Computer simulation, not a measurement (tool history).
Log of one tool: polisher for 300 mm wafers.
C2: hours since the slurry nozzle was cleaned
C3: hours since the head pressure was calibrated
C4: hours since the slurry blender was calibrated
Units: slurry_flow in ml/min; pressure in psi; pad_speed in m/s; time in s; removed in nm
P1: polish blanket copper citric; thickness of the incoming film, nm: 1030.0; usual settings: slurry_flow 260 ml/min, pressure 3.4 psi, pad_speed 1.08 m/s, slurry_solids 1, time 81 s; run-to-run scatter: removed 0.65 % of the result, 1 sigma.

{"run": 1, "hour": 6.8, "slurry_flow": 260, "pressure": 3.4, "pad_speed": 1.08, "slurry_solids": 1, "time": 81, "wafers polished on this pad": 205, "C2": 86.5, "C3": 558.2, "C4": 306.5, "removed": 215.02}
{"run": 2, "hour": 10.9, "slurry_flow": 350, "pressure": 3.4, "pad_speed": 1.08, "slurry_solids": 1, "time": 81, "wafers polished on this pad": 230, "C2": 90.6, "C3": 562.3, "C4": 310.6, "removed": 221.71}
{"run": 3, "hour": 19.0, "slurry_flow": 260, "pressure": 3.4, "pad_speed": 1.08, "slurry_solids": 1, "time": 108, "wafers polished on this pad": 279, "C2": 98.7, "C3": 570.4, "C4": 318.7, "removed": 286.41}
{"run": 4, "hour": 23.9, "slurry_flow": 155, "pressure": 3.4, "pad_speed": 1.08, "slurry_solids": 1, "time": 81, "wafers polished on this pad": 308, "C2": 103.6, "C3": 575.3, "C4": 323.6, "removed": 201.24}
{"run": 5, "hour": 29.5, "slurry_flow": 260, "pressure": 3.4, "pad_speed": 1.08, "slurry_solids": 1, "time": 43, "wafers polished on this pad": 342, "C2": 109.2, "C3": 580.9, "C4": 329.2, "removed": 114.44}
{"run": 6, "hour": 36.3, "slurry_flow": 260, "pressure": 3.4, "pad_speed": 0.7, "slurry_solids": 1, "time": 81, "wafers polished on this pad": 383, "C2": 116, "C3": 587.7, "C4": 336, "removed": 139.49}
{"run": 7, "hour": 43.6, "slurry_flow": 260, "pressure": 3.4, "pad_speed": 1.08, "slurry_solids": 0.55, "time": 81, "wafers polished on this pad": 426, "C2": 123.3, "C3": 595, "C4": 343.3, "removed": 191.81}
{"run": 8, "hour": 49.1, "slurry_flow": 155, "pressure": 2, "pad_speed": 1.08, "slurry_solids": 1, "time": 81, "wafers polished on this pad": 459, "C2": 128.8, "C3": 600.5, "C4": 348.8, "removed": 120.02}
{"run": 9, "hour": 53.9, "slurry_flow": 260, "pressure": 3.4, "pad_speed": 1.08, "slurry_solids": 1, "time": 81, "wafers polished on this pad": 488, "C2": 133.6, "C3": 605.3, "C4": 353.6, "removed": 215.96}
{"run": 10, "hour": 60.0, "slurry_flow": 260, "pressure": 1.7, "pad_speed": 1.08, "slurry_solids": 1, "time": 81, "wafers polished on this pad": 525, "C2": 139.7, "C3": 611.4, "C4": 359.7, "removed": 110.8}
{"run": 11, "hour": 65.1, "slurry_flow": 260, "pressure": 3.4, "pad_speed": 1.08, "slurry_solids": 1, "time": 81, "wafers polished on this pad": 555, "C2": 144.8, "C3": 616.5, "C4": 364.8, "removed": 216.27}
{"run": 12, "hour": 72.6, "slurry_flow": 155, "pressure": 3.4, "pad_speed": 1.08, "slurry_solids": 1, "time": 41, "wafers polished on this pad": 600, "C2": 152.3, "C3": 624, "C4": 372.3, "removed": 102.7}
{"run": 13, "hour": 77.2, "slurry_flow": 260, "pressure": 4.6, "pad_speed": 1.08, "slurry_solids": 1, "time": 81, "wafers polished on this pad": 628, "C2": 156.9, "C3": 628.6, "C4": 376.9, "removed": 287.89}
{"run": 14, "hour": 83.6, "slurry_flow": 260, "pressure": 3.4, "pad_speed": 1.08, "slurry_solids": 1, "time": 81, "wafers polished on this pad": 667, "C2": 163.3, "C3": 635, "C4": 383.3, "removed": 215.61}

Forecast run 15:
{"run": 15, "hour": 92.0, "slurry_flow": 260, "pressure": 3.4, "pad_speed": 1.08, "slurry_solids": 1, "time": 81, "wafers polished on this pad": 717, "C2": 171.7, "C3": 643.4, "C4": 391.7, "removed": "?"}

removed: 215.74 nm
